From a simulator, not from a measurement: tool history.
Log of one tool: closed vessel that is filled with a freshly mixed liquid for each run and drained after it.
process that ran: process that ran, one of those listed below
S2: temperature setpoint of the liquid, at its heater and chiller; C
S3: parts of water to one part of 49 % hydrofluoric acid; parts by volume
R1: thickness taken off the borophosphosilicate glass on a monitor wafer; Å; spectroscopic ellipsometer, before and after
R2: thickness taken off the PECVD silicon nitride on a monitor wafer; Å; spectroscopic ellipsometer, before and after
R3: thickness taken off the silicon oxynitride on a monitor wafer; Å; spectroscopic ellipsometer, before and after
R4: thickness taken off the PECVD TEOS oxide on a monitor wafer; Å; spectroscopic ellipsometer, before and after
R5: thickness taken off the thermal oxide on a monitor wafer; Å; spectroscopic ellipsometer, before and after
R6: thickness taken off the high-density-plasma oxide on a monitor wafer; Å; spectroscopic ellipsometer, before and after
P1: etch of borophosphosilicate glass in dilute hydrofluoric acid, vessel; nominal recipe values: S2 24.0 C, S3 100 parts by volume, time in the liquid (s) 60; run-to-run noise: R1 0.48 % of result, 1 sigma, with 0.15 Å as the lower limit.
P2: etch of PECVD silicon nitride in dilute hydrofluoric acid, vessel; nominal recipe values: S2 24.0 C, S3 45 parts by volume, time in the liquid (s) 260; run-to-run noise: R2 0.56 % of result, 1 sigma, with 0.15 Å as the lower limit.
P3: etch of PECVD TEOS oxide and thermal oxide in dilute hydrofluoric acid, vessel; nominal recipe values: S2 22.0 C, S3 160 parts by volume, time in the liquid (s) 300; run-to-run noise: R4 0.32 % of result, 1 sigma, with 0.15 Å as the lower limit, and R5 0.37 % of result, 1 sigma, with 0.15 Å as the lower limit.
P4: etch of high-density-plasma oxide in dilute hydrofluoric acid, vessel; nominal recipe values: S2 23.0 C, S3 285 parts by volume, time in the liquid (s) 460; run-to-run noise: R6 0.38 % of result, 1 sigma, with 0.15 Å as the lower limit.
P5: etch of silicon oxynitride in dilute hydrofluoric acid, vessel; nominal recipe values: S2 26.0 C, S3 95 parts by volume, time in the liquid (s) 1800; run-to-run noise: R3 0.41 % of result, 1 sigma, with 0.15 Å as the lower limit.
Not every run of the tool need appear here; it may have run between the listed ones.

Run 1, hour 5.8: process that ran P1, S2 24.0 C, S3 100 parts by volume, time in the liquid (s) 60. Result: R1 404.80 Å.
Run 2, hour 13.1: process that ran P1, S2 24.0 C, S3 155 parts by volume, time in the liquid (s) 100. Result: R1 404.40 Å.
Run 3, hour 21.2: process that ran P1, S2 24.0 C, S3 30 parts by volume, time in the liquid (s) 60. Result: R1 1462.90 Å.
Run 4, hour 25.4: process that ran P2, S2 17.5 C, S3 45 parts by volume, time in the liquid (s) 260. Result: R2 106.43 Å.
Run 5, hour 30.6: process that ran P5, S2 22.0 C, S3 95 parts by volume, time in the liquid (s) 1800. Result: R3 241.01 Å.
Run 6, hour 35.8: process that ran P3, S2 22.0 C, S3 160 parts by volume, time in the liquid (s) 30. Result: R4 31.444 Å, R5 7.4658 Å.
Run 7, hour 40.2: process that ran P5, S2 26.0 C, S3 95 parts by volume, time in the liquid (s) 1800. Result: R3 291.23 Å.
Run 8, hour 48.2: process that ran P1, S2 30.0 C, S3 100 parts by volume, time in the liquid (s) 110. Result: R1 925.47 Å.
Run 9, hour 55.3: process that ran P4, S2 23.0 C, S3 285 parts by volume, time in the liquid (s) 825. Result: R6 118.450 Å.
Run 10, hour 63.2: process that ran P3, S2 22.0 C, S3 60 parts by volume, time in the liquid (s) 300. Result: R4 942.490 Å, R5 226.7000 Å.
Run 11, hour 71.9: process that ran P4, S2 23.0 C, S3 285 parts by volume, time in the liquid (s) 460. Result: R6 66.728 Å.
Run 12, hour 76.7: process that ran P5, S2 26.0 C, S3 95 parts by volume, time in the liquid (s) 980. Result: R3 159.01 Å.
Run 13, hour 83.0: process that ran P2, S2 24.0 C, S3 45 parts by volume, time in the liquid (s) 510. Result: R2 330.19 Å.
Run 14, hour 90.2: process that ran P5, S2 26.0 C, S3 170 parts by volume, time in the liquid (s) 1800. Result: R3 153.38 Å.
Run 15, hour 94.3: process that ran P1, S2 24.0 C, S3 100 parts by volume, time in the liquid (s) 60. Result: R1 402.19 Å.
Run 16, hour 100.6: process that ran P1, S2 24.0 C, S3 100 parts by volume, time in the liquid (s) 60. Result: R1 403.03 Å.
Run 17, hour 108.1: process that ran P1, S2 27.5 C, S3 100 parts by volume, time in the liquid (s) 60. Result: R1 459.70 Å.
Run 18, hour 116.7: process that ran P1, S2 24.0 C, S3 150 parts by volume, time in the liquid (s) 60. Result: R1 252.44 Å.
Run 19, hour 125.0: process that ran P4, S2 18.5 C, S3 285 parts by volume, time in the liquid (s) 460. Result: R6 56.448 Å.
Run 20, hour 130.0: process that ran P3, S2 17.0 C, S3 160 parts by volume, time in the liquid (s) 300. Result: R4 256.280 Å, R5 62.4300 Å.
Run 21, hour 138.5: process that ran P4, S2 23.0 C, S3 285 parts by volume, time in the liquid (s) 460. Result: R6 66.180 Å.
Run 22, hour 146.7: process that ran P1, S2 24.0 C, S3 100 parts by volume, time in the liquid (s) 30. Result: R1 200.64 Å.
Run 23, hour 155.5: process that ran P1, S2 24.0 C, S3 100 parts by volume, time in the liquid (s) 60. Result: R1 399.07 Å.
Run 24, hour 162.5: process that ran P5, S2 26.0 C, S3 95 parts by volume, time in the liquid (s) 1800. Result: R3 291.33 Å.
Run 25, hour 170.3: process that ran P1, S2 24.0 C, S3 100 parts by volume, time in the liquid (s) 110. Result: R1 740.74 Å.
Run 26, hour 175.0: process that ran P3, S2 22.0 C, S3 160 parts by volume, time in the liquid (s) 300. Result: R4 313.380 Å, R5 75.0570 Å.
Run 27, hour 181.4: process that ran P2, S2 24.0 C, S3 45 parts by volume, time in the liquid (s) 260. Result: R2 168.77 Å.
Run 28, hour 190.1: process that ran P2, S2 24.0 C, S3 65 parts by volume, time in the liquid (s) 260. Result: R2 116.89 Å.
Run 29, hour 194.9: process that ran P1, S2 24.0 C, S3 100 parts by volume, time in the liquid (s) 60. Result: R1 399.77 Å.
Run 30, hour 200.2: process that ran P4, S2 23.0 C, S3 100 parts by volume, time in the liquid (s) 460. Result: R6 229.190 Å.
Run 31, hour 204.6: process that ran P1, S2 28.5 C, S3 135 parts by volume, time in the liquid (s) 60. Result: R1 337.26 Å.
Run 32, hour 211.6: process that ran P1, S2 17.0 C, S3 100 parts by volume, time in the liquid (s) 60. Result: R1 301.04 Å.

Run 33, settings as shown, results not yet in. Your forecast:
Run 33, hour 217.2: process that ran P1, S2 24.0 C, S3 100 parts by volume, time in the liquid (s) 60. Result: R1 ?.

{"run 33": {"R1": 401.91}}

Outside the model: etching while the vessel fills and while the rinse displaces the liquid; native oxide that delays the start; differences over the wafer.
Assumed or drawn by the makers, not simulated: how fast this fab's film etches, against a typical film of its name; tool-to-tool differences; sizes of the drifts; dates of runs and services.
